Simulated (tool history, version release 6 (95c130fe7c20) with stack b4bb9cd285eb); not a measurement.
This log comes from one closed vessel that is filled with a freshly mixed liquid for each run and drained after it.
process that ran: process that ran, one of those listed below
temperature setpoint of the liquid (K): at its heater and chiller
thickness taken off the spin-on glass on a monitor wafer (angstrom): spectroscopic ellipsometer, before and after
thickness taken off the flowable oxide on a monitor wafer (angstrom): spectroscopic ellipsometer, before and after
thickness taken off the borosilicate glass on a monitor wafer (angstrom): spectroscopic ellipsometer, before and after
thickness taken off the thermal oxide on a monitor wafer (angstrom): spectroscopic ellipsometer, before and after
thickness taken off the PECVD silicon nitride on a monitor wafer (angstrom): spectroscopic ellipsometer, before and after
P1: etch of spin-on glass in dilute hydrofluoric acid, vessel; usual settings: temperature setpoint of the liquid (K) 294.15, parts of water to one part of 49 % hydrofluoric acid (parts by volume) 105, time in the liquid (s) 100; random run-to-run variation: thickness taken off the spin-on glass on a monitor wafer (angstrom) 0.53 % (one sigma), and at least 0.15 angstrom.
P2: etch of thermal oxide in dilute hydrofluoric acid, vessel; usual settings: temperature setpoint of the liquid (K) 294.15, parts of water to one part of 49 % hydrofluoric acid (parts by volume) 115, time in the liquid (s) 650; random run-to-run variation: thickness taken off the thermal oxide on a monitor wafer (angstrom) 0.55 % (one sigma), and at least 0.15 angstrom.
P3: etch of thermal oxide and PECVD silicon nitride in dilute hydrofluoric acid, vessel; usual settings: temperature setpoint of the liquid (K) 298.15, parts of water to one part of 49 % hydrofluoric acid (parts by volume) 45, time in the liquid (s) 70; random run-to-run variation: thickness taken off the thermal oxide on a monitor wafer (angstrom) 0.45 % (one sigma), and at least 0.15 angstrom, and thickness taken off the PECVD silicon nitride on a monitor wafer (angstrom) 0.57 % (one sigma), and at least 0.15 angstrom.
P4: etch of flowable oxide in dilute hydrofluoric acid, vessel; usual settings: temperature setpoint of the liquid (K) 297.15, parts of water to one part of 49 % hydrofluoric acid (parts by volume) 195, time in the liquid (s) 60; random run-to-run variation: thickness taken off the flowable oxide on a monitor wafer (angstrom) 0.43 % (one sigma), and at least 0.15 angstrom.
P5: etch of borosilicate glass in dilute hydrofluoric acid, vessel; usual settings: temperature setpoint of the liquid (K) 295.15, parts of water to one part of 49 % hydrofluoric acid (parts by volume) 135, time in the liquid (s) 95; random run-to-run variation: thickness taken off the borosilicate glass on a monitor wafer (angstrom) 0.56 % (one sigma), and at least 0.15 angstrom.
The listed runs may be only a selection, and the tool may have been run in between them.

| run | day | process that ran | temperature setpoint of the liquid (K) | parts of water to one part of 49 % hydrofluoric acid (parts by volume) | time in the liquid (s) | hours since the thermometer was replaced | hours since the hydrofluoric acid flow meter was replaced | thickness taken off the spin-on glass on a monitor wafer (angstrom) | thickness taken off the flowable oxide on a monitor wafer (angstrom) | thickness taken off the borosilicate glass on a monitor wafer (angstrom) | thickness taken off the thermal oxide on a monitor wafer (angstrom) | thickness taken off the PECVD silicon nitride on a monitor wafer (angstrom) |
|---|---|---|---|---|---|---|---|---|---|---|---|---|
| 1 | 0.396 | P1 | 294.15 | 105 | 100 | 990.0 | 347.1 | 213.850 |  |  |  |  |
| 2 | 0.750 | P4 | 297.15 | 195 | 105 | 998.5 | 355.6 |  | 99.441 |  |  |  |
| 3 | 1.025 | P1 | 294.15 | 105 | 100 | 1005.1 | 362.2 | 216.160 |  |  |  |  |
| 4 | 1.462 | P1 | 294.15 | 45 | 50 | 1015.6 | 372.7 | 271.720 |  |  |  |  |
| 5 | 1.754 | P4 | 291.65 | 195 | 60 | 1022.6 | 379.7 |  | 45.457 |  |  |  |
| 6 | 2.217 | P4 | 297.15 | 195 | 60 | 1033.7 | 390.8 |  | 56.645 |  |  |  |
| 7 | 2.529 | P1 | 297.65 | 105 | 100 | 1041.2 | 398.3 | 249.350 |  |  |  |  |
| 8 | 2.775 | P5 | 295.15 | 135 | 95 | 1047.1 | 404.2 |  |  | 239.950 |  |  |
| 9 | 3.092 | P3 | 298.15 | 70 | 70 | 1054.7 | 411.8 |  |  |  | 52.668 | 27.013 |
| 10 | 3.458 | P3 | 298.15 | 45 | 70 | 1063.5 | 420.6 |  |  |  | 84.414 | 41.273 |
| 11 | 3.900 | P5 | 290.15 | 135 | 95 | 1074.1 | 431.2 |  |  | 192.300 |  |  |
| 12 | 4.283 | P2 | 294.15 | 195 | 650 | 1083.3 | 440.4 |  |  |  | 120.860 |  |
| 13 | 4.596 | P2 | 299.65 | 115 | 650 | 1090.8 | 447.9 |  |  |  | 273.190 |  |
| 14 | 4.988 | P1 | 294.15 | 105 | 195 | 1100.2 | 457.3 | 423.040 |  |  |  |  |
| 15 | 5.288 | P3 | 291.65 | 45 | 70 | 1107.4 | 464.5 |  |  |  | 64.316 | 26.354 |
| 16 | 5.804 | P1 | 290.15 | 105 | 100 | 1119.8 | 476.9 | 183.450 |  |  |  |  |
| 17 | 6.192 | P3 | 298.15 | 45 | 30 | 1129.1 | 486.2 |  |  |  | 36.324 | 17.258 |
| 18 | 6.458 | P1 | 294.15 | 105 | 100 | 1135.5 | 492.6 | 216.410 |  |  |  |  |
| 19 | 6.954 | P4 | 297.15 | 70 | 60 | 1147.4 | 504.5 |  | 182.440 |  |  |  |
| 20 | 7.329 | P1 | 294.15 | 105 | 30 | 1156.4 | 513.5 | 65.015 |  |  |  |  |
| 21 | 7.650 | P4 | 297.15 | 195 | 60 | 1164.1 | 521.2 |  | 55.873 |  |  |  |
| 22 | 8.083 | P1 | 294.15 | 50 | 100 | 1174.5 | 531.6 | 481.060 |  |  |  |  |
| 23 | 8.392 | P1 | 294.15 | 105 | 100 | 1181.9 | 539.0 | 216.860 |  |  |  |  |
| 24 | 8.688 | P2 | 294.15 | 115 | 650 | 1189.0 | 546.1 |  |  |  | 222.740 |  |
| 25 | 9.121 | P5 | 295.15 | 135 | 30 | 1199.4 | 556.5 |  |  | 74.504 |  |  |
| 26 | 9.654 | P5 | 295.15 | 60 | 95 | 1212.2 | 569.3 |  |  | 588.500 |  |  |
| 27 | 10.179 | P2 | 294.15 | 115 | 650 | 1224.8 | 581.9 |  |  |  | 222.300 |  |
| 28 | 10.446 | P1 | 294.15 | 105 | 100 | 1231.2 | 588.3 | 215.270 |  |  |  |  |
| 29 | 10.833 | P2 | 294.15 | 115 | 1030 | 1240.5 | 597.6 |  |  |  | 353.840 |  |
| 30 | 11.142 | P1 | 294.15 | 180 | 100 | 1247.9 | 605.0 | 116.500 |  |  |  |  |
| 31 | 11.425 | P1 | 294.15 | 105 | 100 | 1254.7 | 611.8 | 212.950 |  |  |  |  |
| 32 | 11.675 | P1 | 294.15 | 105 | 100 | 1260.7 | 617.8 | 221.030 |  |  |  |  |
| 33 | 12.046 | P1 | 294.15 | 105 | 100 | 1269.6 | 626.7 | 224.150 |  |  |  |  |
| 34 | 12.312 | P1 | 294.15 | 105 | 100 | 1276.0 | 633.1 | 226.410 |  |  |  |  |
| 35 | 12.804 | P1 | 294.15 | 105 | 100 | 1287.8 | 644.9 | 226.810 |  |  |  |  |
| 36 | 13.338 | P1 | 294.15 | 105 | 100 | 1300.6 | 657.7 | 227.990 |  |  |  |  |
| 37 | 13.667 | P1 | 294.15 | 105 | 100 | 1308.5 | 665.6 | 227.620 |  |  |  |  |
| 38 | 14.042 | P1 | 294.15 | 105 | 100 | 1317.5 | 674.6 | 230.320 |  |  |  |  |
| 39 | 14.346 | P1 | 294.15 | 105 | 100 | 1324.8 | 681.9 | 231.190 |  |  |  |  |
| 40 | 14.896 | P1 | 294.15 | 105 | 100 | 1338.0 | 695.1 | 229.500 |  |  |  |  |

What P1 gives has crept off from where it sat before. The 2 causes that follow fit the log equally well, each at the size noted:
A: hydrofluoric acid flow above the setpoint (%) = 6.13
B: liquid hotter than its thermometer reads (K) = 1.65
Creep in the process output first set in at about day 11.425.

4 check runs are offered, one wafer each, their results left as question marks. Which one tells the causes apart?
| check 1 | 15.446 | P5 | 295.15 | 135 | 95 |  |  |  |  | ? |  |  |
| check 2 | 15.446 | P4 | 297.15 | 195 | 60 |  |  |  | ? |  |  |  |
| check 3 | 15.446 | P2 | 294.15 | 115 | 650 |  |  |  |  |  | ? |  |
| check 4 | 15.446 | P3 | 298.15 | 45 | 70 |  |  |  |  |  | ? | ? |

Outcome of each check run for each possible cause:
| check | result | if A | if B |
|---|---|---|---|
| check 1 | thickness taken off the borosilicate glass on a monitor wafer (angstrom) | 255.590 | 254.630 |
| check 2 | thickness taken off the flowable oxide on a monitor wafer (angstrom) | 60.813 | 60.142 |
| check 3 | thickness taken off the thermal oxide on a monitor wafer (angstrom) | 237.070 | 236.850 |
| check 4 | thickness taken off the thermal oxide on a monitor wafer (angstrom) | 90.146 | 90.520 |
| check 4 | thickness taken off the PECVD silicon nitride on a monitor wafer (angstrom) | 43.789 | 46.120 |
Separation of the two closest causes in each check, using whichever result separates them best: check 1 0.38 %; check 2 1.11 %; check 3 0.09 %; check 4 5.19 %
Check 4 distinguishes between the causes, while the remaining checks would return nearly the same result for all of them.

With check 4 done, the readings were: thickness taken off the thermal oxide on a monitor wafer (angstrom) 89.918; thickness taken off the PECVD silicon nitride on a monitor wafer (angstrom) 43.395. Identify which of the listed causes applies.

It is A: hydrofluoric acid flow above the setpoint (%).
